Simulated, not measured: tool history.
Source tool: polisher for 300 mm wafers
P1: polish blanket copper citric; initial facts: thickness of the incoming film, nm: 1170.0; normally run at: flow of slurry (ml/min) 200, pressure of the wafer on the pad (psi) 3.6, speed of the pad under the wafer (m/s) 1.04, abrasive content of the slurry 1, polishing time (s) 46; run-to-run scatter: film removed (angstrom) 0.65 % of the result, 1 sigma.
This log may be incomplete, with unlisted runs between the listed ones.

run	day	flow of slurry (ml/min)	pressure of the wafer on the pad (psi)	speed of the pad under the wafer (m/s)	abrasive content of the slurry	polishing time (s)	film removed (angstrom)
1	0.604	200	3.6	1.04	1	46	1416.1
2	1.008	200	3.6	1.04	1	46	1425
3	1.408	200	1.6	1.04	1	46	651.66
4	2.1	200	5.8	1.04	1	46	2289.6
5	2.629	200	3.6	1.6	1	46	2169.9
# day 3.067: slurry nozzle cleaned
6	3.333	270	3.6	1.04	1	46	1472.7
7	4.096	200	3.6	1.04	1	70	2193
8	4.583	125	3.6	1.04	1	46	1320.5
9	4.967	200	3.6	1.04	0.5	46	1247
10	5.404	300	3.6	1.28	1	46	1847.3
11	5.912	200	3.6	1.04	1	46	1423.6
12	6.533	200	3.6	1.04	1	46	1442.1
13	6.942	200	3.6	1.04	1	31	963.77
14	7.312	200	3.6	1.04	1.45	46	1540.7
15	7.825	200	3.6	1.04	1	46	1432.3

Run 16, settings as shown, results not yet in. Your forecast:
16	8.571	200	3.6	0.54	1	46	?

Logged for run 16: film removed (angstrom) 763.81.
